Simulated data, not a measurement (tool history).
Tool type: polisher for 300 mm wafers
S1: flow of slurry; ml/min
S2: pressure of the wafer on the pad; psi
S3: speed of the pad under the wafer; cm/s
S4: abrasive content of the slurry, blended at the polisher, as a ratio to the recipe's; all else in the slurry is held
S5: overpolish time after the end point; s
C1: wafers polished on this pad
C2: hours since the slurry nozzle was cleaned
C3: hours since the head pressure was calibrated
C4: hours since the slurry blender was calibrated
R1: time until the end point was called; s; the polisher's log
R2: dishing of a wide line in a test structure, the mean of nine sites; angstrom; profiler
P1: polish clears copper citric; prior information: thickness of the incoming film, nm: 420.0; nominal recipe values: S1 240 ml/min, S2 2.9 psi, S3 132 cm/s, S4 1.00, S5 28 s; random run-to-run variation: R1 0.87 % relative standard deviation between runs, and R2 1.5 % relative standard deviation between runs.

| run | hour | S1 | S2 | S3 | S4 | S5 | C1 | C2 | C3 | C4 | R1 | R2 |
|---|---|---|---|---|---|---|---|---|---|---|---|---|
| 1 | 8.1 | 240 | 2.9 | 132 | 1.00 | 28 | 228 | 32.6 | 786.9 | 189.4 | 165.79 | 502.98 |
| 2 | 17.8 | 240 | 2.9 | 194 | 0.65 | 28 | 269 | 42.3 | 796.6 | 199.1 | 122.30 | 623.75 |
| 3 | 30.8 | 240 | 2.9 | 132 | 1.00 | 42 | 324 | 55.3 | 809.6 | 212.1 | 162.17 | 684.24 |
| 4 | 45.8 | 325 | 2.9 | 192 | 1.00 | 28 | 388 | 70.3 | 824.6 | 227.1 | 108.41 | 676.89 |
| 5 | 52.8 | 350 | 2.9 | 132 | 1.00 | 28 | 418 | 77.3 | 831.6 | 234.1 | 158.84 | 491.27 |
| 6 | 63.3 | 240 | 2.9 | 132 | 1.30 | 28 | 462 | 87.8 | 842.1 | 244.6 | 155.17 | 522.49 |
| 7 | 78.8 | 240 | 2.9 | 64 | 1.00 | 28 | 528 | 103.3 | 857.6 | 260.1 | 335.81 | 266.12 |
| 8 | 91.2 | 240 | 2.9 | 176 | 1.00 | 28 | 581 | 115.7 | 870.0 | 272.5 | 124.40 | 615.43 |
| 9 | 101.2 | 240 | 1.9 | 132 | 1.00 | 28 | 623 | 125.7 | 880.0 | 282.5 | 245.44 | 343.75 |
| 10 | 111.5 | 240 | 2.9 | 132 | 1.00 | 28 | 667 | 136.0 | 890.3 | 292.8 | 164.78 | 504.46 |
| 11 | 124.3 | 240 | 2.9 | 132 | 0.50 | 28 | 721 | 148.8 | 903.1 | 305.6 | 189.27 | 431.16 |
| 12 | 133.6 | 240 | 2.9 | 132 | 1.00 | 8 | 760 | 158.1 | 912.4 | 314.9 | 162.38 | 161.24 |
| 13 | 145.5 | 240 | 2.9 | 132 | 1.00 | 28 | 811 | 170.0 | 924.3 | 326.8 | 165.47 | 504.09 |
| 14 | 155.9 | 240 | 2.9 | 132 | 1.00 | 28 | 855 | 180.4 | 934.7 | 337.2 | 163.93 | 493.01 |
| 15 | 168.1 | 240 | 1.8 | 184 | 1.00 | 28 | 907 | 192.6 | 946.9 | 349.4 | 190.03 | 422.96 |
| 16 | 182.6 | 240 | 4.4 | 132 | 1.00 | 28 | 968 | 207.1 | 961.4 | 363.9 | 108.73 | 732.67 |
| 17 | 195.4 | 145 | 2.9 | 132 | 1.00 | 28 | 1023 | 219.9 | 974.2 | 376.7 | 180.16 | 459.43 |
| 18 | 208.9 | 240 | 2.9 | 132 | 1.00 | 28 | 1080 | 233.4 | 987.7 | 390.2 | 165.26 | 483.43 |
| 19 | 216.6 | 240 | 2.9 | 132 | 1.00 | 28 | 1112 | 241.1 | 995.4 | 397.9 | 164.89 | 490.05 |
| 20 | 229.7 | 240 | 2.9 | 132 | 1.00 | 28 | 1168 | 254.2 | 1008.5 | 411.0 | 167.96 | 479.65 |

For run 21, what comes out?
| 21 | 242.6 | 240 | 2.9 | 132 | 1.00 | 28 | 1223 | 267.1 | 1021.4 | 423.9 | ? | ? |

R1: 170.10 s
R2: 469.02 angstrom
